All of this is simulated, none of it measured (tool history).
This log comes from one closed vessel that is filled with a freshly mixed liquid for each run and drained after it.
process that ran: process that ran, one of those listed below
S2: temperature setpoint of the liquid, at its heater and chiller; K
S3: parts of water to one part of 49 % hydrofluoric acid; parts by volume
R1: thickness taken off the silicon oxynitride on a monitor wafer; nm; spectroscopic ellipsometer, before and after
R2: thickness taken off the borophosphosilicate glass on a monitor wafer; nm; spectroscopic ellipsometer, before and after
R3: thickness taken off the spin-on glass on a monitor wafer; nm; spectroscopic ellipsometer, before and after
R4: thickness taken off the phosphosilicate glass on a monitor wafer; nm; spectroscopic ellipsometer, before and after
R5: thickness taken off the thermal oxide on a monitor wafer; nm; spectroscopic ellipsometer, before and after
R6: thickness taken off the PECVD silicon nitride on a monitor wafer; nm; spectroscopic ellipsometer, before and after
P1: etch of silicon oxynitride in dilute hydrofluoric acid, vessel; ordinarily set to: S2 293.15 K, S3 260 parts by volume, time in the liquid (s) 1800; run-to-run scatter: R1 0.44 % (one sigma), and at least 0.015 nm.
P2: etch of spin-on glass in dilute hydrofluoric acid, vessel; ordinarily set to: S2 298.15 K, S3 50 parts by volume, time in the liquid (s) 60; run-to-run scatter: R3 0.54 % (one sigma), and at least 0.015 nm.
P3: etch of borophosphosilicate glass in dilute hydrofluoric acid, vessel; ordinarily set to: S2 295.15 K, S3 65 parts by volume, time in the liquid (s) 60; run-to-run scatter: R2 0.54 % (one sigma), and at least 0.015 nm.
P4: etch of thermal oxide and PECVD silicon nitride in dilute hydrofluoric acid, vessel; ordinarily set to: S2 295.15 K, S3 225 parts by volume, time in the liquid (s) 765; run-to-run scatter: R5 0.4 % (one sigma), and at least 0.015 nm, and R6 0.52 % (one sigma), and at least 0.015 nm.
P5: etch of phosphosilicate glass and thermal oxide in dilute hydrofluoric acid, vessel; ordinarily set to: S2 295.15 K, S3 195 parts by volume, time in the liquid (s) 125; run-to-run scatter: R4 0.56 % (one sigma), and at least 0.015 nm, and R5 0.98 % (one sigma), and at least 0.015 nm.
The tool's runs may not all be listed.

Run 1, hour 6.6: process that ran P1, S2 293.15 K, S3 260 parts by volume, time in the liquid (s) 1800. Result: R1 7.5428 nm.
Run 2, hour 11.5: process that ran P1, S2 293.15 K, S3 55 parts by volume, time in the liquid (s) 1800. Result: R1 41.334 nm.
Run 3, hour 18: process that ran P3, S2 295.15 K, S3 65 parts by volume, time in the liquid (s) 60. Result: R2 38.945 nm.
Run 4, hour 23.4: process that ran P1, S2 293.15 K, S3 260 parts by volume, time in the liquid (s) 1800. Result: R1 7.5866 nm.
Run 5, hour 31.5: process that ran P1, S2 293.15 K, S3 430 parts by volume, time in the liquid (s) 1800. Result: R1 4.1118 nm.
Run 6, hour 36.5: process that ran P2, S2 298.15 K, S3 20 parts by volume, time in the liquid (s) 60. Result: R3 157.61 nm.
Run 7, hour 42.8: process that ran P5, S2 295.15 K, S3 195 parts by volume, time in the liquid (s) 125. Result: R4 49.776 nm, R5 2.5352 nm.
Run 8, hour 49.9: process that ran P3, S2 295.15 K, S3 35 parts by volume, time in the liquid (s) 60. Result: R2 74.767 nm.
Run 9, hour 57.8: process that ran P1, S2 290.15 K, S3 260 parts by volume, time in the liquid (s) 3375. Result: R1 12.328 nm.
Run 10, hour 63.1: process that ran P3, S2 295.15 K, S3 65 parts by volume, time in the liquid (s) 120. Result: R2 77.987 nm.
Run 11, hour 69.4: process that ran P2, S2 306.15 K, S3 50 parts by volume, time in the liquid (s) 60. Result: R3 83.305 nm.
Run 12, hour 76.2: process that ran P1, S2 293.15 K, S3 260 parts by volume, time in the liquid (s) 1800. Result: R1 7.6121 nm.
Run 13, hour 84.3: process that ran P2, S2 298.15 K, S3 50 parts by volume, time in the liquid (s) 60. Result: R3 60.566 nm.
Run 14, hour 93: process that ran P1, S2 290.15 K, S3 145 parts by volume, time in the liquid (s) 1800. Result: R1 12.648 nm.
Run 15, hour 98.6: process that ran P3, S2 300.15 K, S3 65 parts by volume, time in the liquid (s) 60. Result: R2 48.232 nm.
Run 16, hour 104.2: process that ran P4, S2 290.15 K, S3 225 parts by volume, time in the liquid (s) 765. Result: R5 11.093 nm, R6 6.8877 nm.
Run 17, hour 108.8: process that ran P2, S2 298.15 K, S3 50 parts by volume, time in the liquid (s) 30. Result: R3 29.891 nm.
Run 18, hour 115.8: process that ran P4, S2 295.15 K, S3 225 parts by volume, time in the liquid (s) 40. Result: R5 0.68698 nm, R6 0.49739 nm.
Run 19, hour 124.5: process that ran P1, S2 293.15 K, S3 260 parts by volume, time in the liquid (s) 1800. Result: R1 7.6001 nm.
Run 20, hour 133.1: process that ran P5, S2 290.15 K, S3 195 parts by volume, time in the liquid (s) 125. Result: R4 40.173 nm, R5 2.1174 nm.
Run 21, hour 140.7: process that ran P4, S2 295.15 K, S3 225 parts by volume, time in the liquid (s) 765. Result: R5 13.444 nm, R6 9.3763 nm.
Run 22, hour 145.9: process that ran P1, S2 300.65 K, S3 260 parts by volume, time in the liquid (s) 1800. Result: R1 10.584 nm.
Run 23, hour 150.2: process that ran P1, S2 290.15 K, S3 260 parts by volume, time in the liquid (s) 1800. Result: R1 6.5554 nm.
Run 24, hour 154.7: process that ran P1, S2 293.15 K, S3 260 parts by volume, time in the liquid (s) 1800. Result: R1 7.4867 nm.
Run 25, hour 161.4: process that ran P1, S2 300.65 K, S3 360 parts by volume, time in the liquid (s) 1800. Result: R1 7.0343 nm.
Run 26, hour 168.9: process that ran P4, S2 295.15 K, S3 380 parts by volume, time in the liquid (s) 765. Result: R5 6.9107 nm, R6 5.6478 nm.
Run 27, hour 175.6: process that ran P5, S2 295.15 K, S3 195 parts by volume, time in the liquid (s) 50. Result: R4 19.724 nm, R5 1.007 nm.
Run 28, hour 184.5: process that ran P1, S2 293.15 K, S3 260 parts by volume, time in the liquid (s) 3435. Result: R1 14.429 nm.
Run 29, hour 193: process that ran P5, S2 295.15 K, S3 40 parts by volume, time in the liquid (s) 125. Result: R4 287.37 nm, R5 14.85 nm.
Run 30, hour 199.4: process that ran P1, S2 293.15 K, S3 260 parts by volume, time in the liquid (s) 595. Result: R1 2.532 nm.
Run 31, hour 205.2: process that ran P1, S2 293.15 K, S3 260 parts by volume, time in the liquid (s) 1800. Result: R1 7.5368 nm.
Run 32, hour 210.3: process that ran P1, S2 293.15 K, S3 260 parts by volume, time in the liquid (s) 1800. Result: R1 7.2847 nm.
Run 33, hour 215.8: process that ran P1, S2 293.15 K, S3 260 parts by volume, time in the liquid (s) 1800. Result: R1 7.1449 nm.
Run 34, hour 221.5: process that ran P1, S2 293.15 K, S3 260 parts by volume, time in the liquid (s) 1800. Result: R1 7.0102 nm.
Run 35, hour 225.3: process that ran P1, S2 293.15 K, S3 260 parts by volume, time in the liquid (s) 1800. Result: R1 7.016 nm.
Run 36, hour 231.7: process that ran P1, S2 293.15 K, S3 260 parts by volume, time in the liquid (s) 1800. Result: R1 7.008 nm.
Run 37, hour 237.8: process that ran P1, S2 293.15 K, S3 260 parts by volume, time in the liquid (s) 1800. Result: R1 6.9831 nm.
Run 38, hour 244.2: process that ran P1, S2 293.15 K, S3 260 parts by volume, time in the liquid (s) 1800. Result: R1 6.872 nm.
Run 39, hour 248.1: process that ran P1, S2 293.15 K, S3 260 parts by volume, time in the liquid (s) 1800. Result: R1 6.8675 nm.
Run 40, hour 256.8: process that ran P1, S2 293.15 K, S3 260 parts by volume, time in the liquid (s) 1800. Result: R1 6.8009 nm.

What P1 gives has crept off from where it sat before. The 2 causes that follow fit the log equally well, each at the size noted:
A: liquid colder than its thermometer reads (K) = 2.15
B: hydrofluoric acid flow below the setpoint (%) = 8.06
The process output started creeping at around hour 205.2.

You are offered 4 check runs, listed below with question marks in place of their results; each one averages 5 wafers. Which run separates the listed causes by giving clearly different results for each?
Run check 1, hour 265.5: process that ran P2, S2 303.15 K, S3 50 parts by volume, time in the liquid (s) 30. Result: R3 ?.
Run check 2, hour 265.5: process that ran P5, S2 291.15 K, S3 65 parts by volume, time in the liquid (s) 125. Result: R4 ?, R5 ?.
Run check 3, hour 265.5: process that ran P3, S2 298.65 K, S3 65 parts by volume, time in the liquid (s) 100. Result: R2 ?.
Run check 4, hour 265.5: process that ran P4, S2 295.15 K, S3 225 parts by volume, time in the liquid (s) 100. Result: R5 ?, R6 ?.

Outcome of each check run for each possible cause:
  check  result    if A    if B
check 1      R3  34.005  33.815
check 2      R4  132.19  132.49
check 2      R5  6.8755   6.891
check 3      R2  68.859  68.546
check 4      R5  1.6208  1.5846
check 4      R6  1.0765  1.1389
Per-check spread between the two closest causes, in the result where they differ most: check 1 0.56 %; check 2 0.23 %; check 3 0.46 %; check 4 5.64 %
The other checks would show nearly matching results whichever cause is true, so check 4 is the only one that separates the causes.

Check 4 has now been run. It gave: R5 1.6287 nm; R6 1.0599 nm. Which of the candidate causes is it?

Of the candidate causes, it is A: liquid colder than its thermometer reads (K).
